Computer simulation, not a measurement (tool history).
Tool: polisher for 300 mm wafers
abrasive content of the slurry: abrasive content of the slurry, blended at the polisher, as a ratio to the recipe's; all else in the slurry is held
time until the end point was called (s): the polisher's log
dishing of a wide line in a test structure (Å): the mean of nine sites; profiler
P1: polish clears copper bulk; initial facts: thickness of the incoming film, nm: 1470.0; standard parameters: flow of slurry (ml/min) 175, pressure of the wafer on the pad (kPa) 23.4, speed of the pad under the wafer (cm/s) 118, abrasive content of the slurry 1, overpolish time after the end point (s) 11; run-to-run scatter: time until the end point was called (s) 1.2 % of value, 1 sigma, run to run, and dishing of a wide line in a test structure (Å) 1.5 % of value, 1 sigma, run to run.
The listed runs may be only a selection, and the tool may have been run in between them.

run   hour  flow of slurry (ml/min)  pressure of the wafer on the pad (kPa)  speed of the pad under the wafer (cm/s)  abrasive content of the slurry  overpolish time after the end point (s)  time until the end point was called (s)  dishing of a wide line in a test structure (Å)
  1   15.9                      175                                    23.4                                      118                               1                                       11                                   93.648                                           982.8
  2   31.1                      175                                    23.4                                      118                            0.55                                        6                                    104.5                                          575.64
  3   45.4                      175                                    23.4                                      118                               1                                        3                                   94.591                                          339.93
  4     62                      175                                    23.4                                       86                               1                                       11                                   126.44                                          758.16
  5   74.8                      105                                    23.4                                      118                               1                                       11                                   105.24                                          922.61
  6   84.6                      175                                    23.4                                      118                            1.45                                       11                                   85.881                                          1051.2
  7  102.7                      175                                    23.4                                      118                             0.5                                       11                                   105.83                                          913.76
  8  119.8                      175                                    23.4                                      188                               1                                       11                                   59.285                                          1317.5
  9  135.7                      175                                    23.4                                      118                               1                                       11                                   95.677                                          994.66
 10  149.2                      175                                    23.4                                      118                               1                                       11                                   93.684                                          985.38
 11  157.7                      175                                    23.4                                      118                               1                                       11                                   92.428                                          973.26
 12  175.8                      175                                    23.4                                      118                               1                                       11                                   92.601                                          1002.9
 13  190.2                      175                                    33.1                                      118                               1                                       11                                   65.859                                            1308
 14  204.8                      175                                    23.4                                      118                               1                                       22                                   94.657                                          1449.3
 15  215.7                      175                                    35.2                                      118                             1.3                                       11                                   58.825                                          1393.2
 16  226.2                      225                                    23.4                                      118                               1                                       20                                   90.188                                          1407.8
 17  239.8                      175                                    11.7                                      118                               1                                       11                                   188.27                                          541.49
 18    249                      175                                    23.4                                      118                               1                                       11                                    94.34                                          967.77
 19  258.8                      270                                    23.4                                      118                               1                                       11                                   89.726                                          1032.9
 20  270.3                      175                                    23.4                                      118                               1                                       11                                   95.482                                             982
 21  285.5                      175                                    23.4                                      118                               1                                       11                                    96.22                                          970.95
 22  298.1                      175                                    23.4                                      118                               1                                       11                                   95.865                                          958.07
 23  314.7                      175                                    23.4                                      118                               1                                       11                                   98.963                                          971.36
 24    330                      175                                    23.4                                      118                               1                                       11                                   100.73                                          955.44
 25    339                      175                                    23.4                                      118                               1                                       11                                   101.68                                          926.68
     346.1  -- slurry blender recalibrated
 26  347.3                      175                                    23.4                                      118                               1                                       11                                   100.26                                          946.55
 27    360                      175                                    23.4                                      118                               1                                       11                                   100.45                                          943.81
     361.2  -- head pressure recalibrated
 28  376.6                      175                                    23.4                                      118                               1                                       11                                   104.56                                          932.03
 29  394.4                      175                                    23.4                                      118                               1                                       11                                   103.72                                          916.37
 30  406.5                      175                                    23.4                                      118                               1                                       11                                   103.71                                          932.22

The log shows P1 creeping away from where it was. Any of the 2 causes listed here, at the size stated for it, fits the log just as well as the others:
A: removal rate lost through wear of the pad, % = 8.27
B: slurry flow missing at the pad, % = 37.1
The drift started at roughly hour 270.3.
Ruled out, with reasons:
head's pressure below its setpoint, %: serviced after onset, at hour 361.2, with no recovery of the prior output
abrasive missing from the slurry, %: serviced after onset, at hour 346.1, with no recovery of the prior output

Of the 4 check runs below, each run on 3 wafers with the results averaged and each result still a question mark, which one would tell the listed causes apart?
check 1  418.6                      175                                    23.4                                      118                            0.55                                        3                                        ?                                               ?
check 2  418.6                      105                                    13.8                                      118                               1                                       11                                        ?                                               ?
check 3  418.6                      175                                    23.4                                      118                               1                                       22                                        ?                                               ?
check 4  418.6                      175                                    23.4                                      178                             1.4                                       11                                        ?                                               ?

Expected result of each check under each candidate cause:
  check                                          result    if A    if B
check 1         time until the end point was called (s)  115.16  115.16
check 1  dishing of a wide line in a test structure (Å)  283.67  283.66
check 2         time until the end point was called (s)  190.72  200.38
check 2  dishing of a wide line in a test structure (Å)  545.76  524.79
check 3         time until the end point was called (s)  101.78  101.79
check 3  dishing of a wide line in a test structure (Å)  1403.7  1403.7
check 4         time until the end point was called (s)  62.692  62.693
check 4  dishing of a wide line in a test structure (Å)  1260.9  1260.9
Separation of the two closest causes in each check, using whichever result separates them best: check 1 0 %; check 2 4.94 %; check 3 0 %; check 4 0 %
The other checks would show nearly matching results whichever cause is true, so check 2 is the only one that separates the causes.

With check 2 done, the readings were: time until the end point was called (s) 197.98; dishing of a wide line in a test structure (Å) 523.54. Identify which of the listed causes applies.

Of the candidate causes, it is B: slurry flow missing at the pad, %.
